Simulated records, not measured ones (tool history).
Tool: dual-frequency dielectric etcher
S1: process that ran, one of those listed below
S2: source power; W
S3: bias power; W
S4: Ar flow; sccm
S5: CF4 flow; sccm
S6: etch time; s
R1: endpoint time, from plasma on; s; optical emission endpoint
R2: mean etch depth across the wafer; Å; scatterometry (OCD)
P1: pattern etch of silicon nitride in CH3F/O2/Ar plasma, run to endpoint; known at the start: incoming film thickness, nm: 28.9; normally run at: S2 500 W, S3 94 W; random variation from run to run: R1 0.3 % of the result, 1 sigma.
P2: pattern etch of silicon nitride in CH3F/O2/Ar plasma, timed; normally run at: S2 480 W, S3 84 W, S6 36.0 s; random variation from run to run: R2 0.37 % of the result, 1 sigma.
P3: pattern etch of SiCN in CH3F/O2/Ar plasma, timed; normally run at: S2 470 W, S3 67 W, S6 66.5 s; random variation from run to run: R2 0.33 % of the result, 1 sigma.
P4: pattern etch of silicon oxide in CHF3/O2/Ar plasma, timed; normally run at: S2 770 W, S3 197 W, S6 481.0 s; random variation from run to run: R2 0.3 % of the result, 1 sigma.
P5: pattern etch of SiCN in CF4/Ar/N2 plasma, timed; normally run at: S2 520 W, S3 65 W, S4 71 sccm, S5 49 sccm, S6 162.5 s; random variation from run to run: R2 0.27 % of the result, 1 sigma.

{"run": 1, "day": 0.242, "S1": "P1", "S2": 500, "S3": 94, "R1": 35.37}
{"run": 2, "day": 0.4, "S1": "P1", "S2": 500, "S3": 58, "R1": 41.957}
{"run": 3, "day": 0.621, "S1": "P1", "S2": 500, "S3": 94, "R1": 35.577}
{"run": 4, "day": 0.758, "S1": "P5", "S2": 520, "S3": 65, "S4": 71, "S5": 29, "S6": 162.5, "R2": 1387.7}
{"run": 5, "day": 0.9, "S1": "P2", "S2": 480, "S3": 102, "S6": 36.0, "R2": 316.87}
{"run": 6, "day": 1.017, "S1": "P5", "S2": 520, "S3": 65, "S4": 71, "S5": 49, "S6": 162.5, "R2": 1517.0}
{"run": 7, "day": 1.162, "S1": "P3", "S2": 470, "S3": 67, "S6": 87.0, "R2": 344.03}
{"run": 8, "day": 1.308, "S1": "P1", "S2": 330, "S3": 94, "R1": 41.207}
{"run": 9, "day": 1.462, "S1": "P1", "S2": 350, "S3": 71, "R1": 44.893}
{"run": 10, "day": 1.654, "S1": "P2", "S2": 480, "S3": 84, "S6": 36.0, "R2": 293.63}
{"run": 11, "day": 1.767, "S1": "P5", "S2": 370, "S3": 65, "S4": 71, "S5": 49, "S6": 162.5, "R2": 1120.9}
{"run": 12, "day": 1.954, "S1": "P1", "S2": 500, "S3": 94, "R1": 35.496}
{"run": 13, "day": 2.15, "S1": "P1", "S2": 700, "S3": 94, "R1": 31.248}
{"run": 14, "day": 2.283, "S1": "P4", "S2": 770, "S3": 197, "S6": 481.0, "R2": 10639.0}
{"run": 15, "day": 2.408, "S1": "P1", "S2": 500, "S3": 116, "R1": 32.808}
{"run": 16, "day": 2.658, "S1": "P5", "S2": 520, "S3": 91, "S4": 71, "S5": 49, "S6": 162.5, "R2": 1701.1}
{"run": 17, "day": 2.917, "S1": "P1", "S2": 500, "S3": 94, "R1": 35.275}
{"run": 18, "day": 3.121, "S1": "P1", "S2": 500, "S3": 94, "R1": 35.524}
{"run": 19, "day": 3.304, "S1": "P5", "S2": 520, "S3": 65, "S4": 71, "S5": 49, "S6": 162.5, "R2": 1517.6}
{"run": 20, "day": 3.496, "S1": "P1", "S2": 320, "S3": 73, "R1": 45.733}
{"run": 21, "day": 3.721, "S1": "P4", "S2": 770, "S3": 197, "S6": 481.0, "R2": 10542.0}
{"run": 22, "day": 3.95, "S1": "P5", "S2": 520, "S3": 65, "S4": 89, "S5": 49, "S6": 162.5, "R2": 1457.4}
{"run": 23, "day": 4.108, "S1": "P2", "S2": 480, "S3": 84, "S6": 49.5, "R2": 405.8}
{"run": 24, "day": 4.246, "S1": "P1", "S2": 500, "S3": 94, "R1": 35.575}
{"run": 25, "day": 4.362, "S1": "P3", "S2": 470, "S3": 67, "S6": 66.5, "R2": 262.94}
{"run": 26, "day": 4.517, "S1": "P4", "S2": 510, "S3": 197, "S6": 481.0, "R2": 9062.4}
{"run": 27, "day": 4.667, "S1": "P3", "S2": 370, "S3": 67, "S6": 66.5, "R2": 238.45}
{"run": 28, "day": 4.788, "S1": "P4", "S2": 770, "S3": 197, "S6": 264.5, "R2": 5806.6}
{"run": 29, "day": 4.938, "S1": "P4", "S2": 770, "S3": 143, "S6": 481.0, "R2": 9518.7}
{"run": 30, "day": 5.129, "S1": "P1", "S2": 680, "S3": 112, "R1": 29.737}
{"run": 31, "day": 5.308, "S1": "P3", "S2": 470, "S3": 82, "S6": 66.5, "R2": 283.5}
{"run": 32, "day": 5.529, "S1": "P2", "S2": 320, "S3": 84, "S6": 36.0, "R2": 253.54}
{"run": 33, "day": 5.704, "S1": "P5", "S2": 520, "S3": 65, "S4": 71, "S5": 49, "S6": 122.5, "R2": 1145.7}
{"run": 34, "day": 5.862, "S1": "P1", "S2": 500, "S3": 94, "R1": 35.326}
{"run": 35, "day": 6.112, "S1": "P1", "S2": 500, "S3": 94, "R1": 35.113}
{"run": 36, "day": 6.333, "S1": "P1", "S2": 500, "S3": 94, "R1": 34.902}
{"run": 37, "day": 6.479, "S1": "P1", "S2": 500, "S3": 94, "R1": 34.977}
{"run": 38, "day": 6.725, "S1": "P1", "S2": 500, "S3": 94, "R1": 34.899}
{"run": 39, "day": 6.879, "S1": "P1", "S2": 500, "S3": 94, "R1": 35.056}
{"run": 40, "day": 7.021, "S1": "P1", "S2": 500, "S3": 94, "R1": 35.116}
{"day": 7.038, "done": "wet clean of the chamber"}
{"run": 41, "day": 7.179, "S1": "P1", "S2": 500, "S3": 94, "R1": 35.211}
{"run": 42, "day": 7.412, "S1": "P1", "S2": 500, "S3": 94, "R1": 34.635}
{"run": 43, "day": 7.65, "S1": "P1", "S2": 500, "S3": 94, "R1": 34.97}
{"run": 44, "day": 7.788, "S1": "P1", "S2": 500, "S3": 94, "R1": 34.905}

What P1 gives has crept away from where it was. These 2 causes fit the log equally well, each at the size given:
A: source power that arrives over what is set, % = 4.19
B: bias power that arrives over what is set, % = 4.39
The creep began at about day 5.862.
Why every other cause is out:
chamber walls in a state that raises the etch rate, %: serviced at day 7.038, which brought nothing back

4 check runs are offered, one wafer each, their results left as question marks. Which one tells the causes apart?
{"run": "check 1", "day": 7.925, "S1": "P3", "S2": 380, "S3": 67, "S6": 66.5, "R2": "?"}
{"run": "check 2", "day": 7.925, "S1": "P5", "S2": 520, "S3": 65, "S4": 71, "S5": 30, "S6": 124.5, "R2": "?"}
{"run": "check 3", "day": 7.925, "S1": "P4", "S2": 640, "S3": 197, "S6": 481.0, "R2": "?"}
{"run": "check 4", "day": 7.925, "S1": "P2", "S2": 480, "S3": 99, "S6": 48.0, "R2": "?"}

What each check would give under each cause:
check=check_1 result=R2 if_A=246.45 if_B=246.34
check=check_2 result=R2 if_A=1110.20 if_B=1088.20
check=check_3 result=R2 if_A=10014.00 if_B=10005.00
check=check_4 result=R2 if_A=422.20 if_B=422.31
How far apart the two closest causes lie, in the result that separates them most: check 1 0.04 %; check 2 2 %; check 3 0.09 %; check 4 0.03 %
Only check 2 tells the causes apart: in the others they would give nearly the same result.

Then check 2 was run and gave: R2 1110.50 Å. Which cause is it?

It is A: source power that arrives over what is set, %.
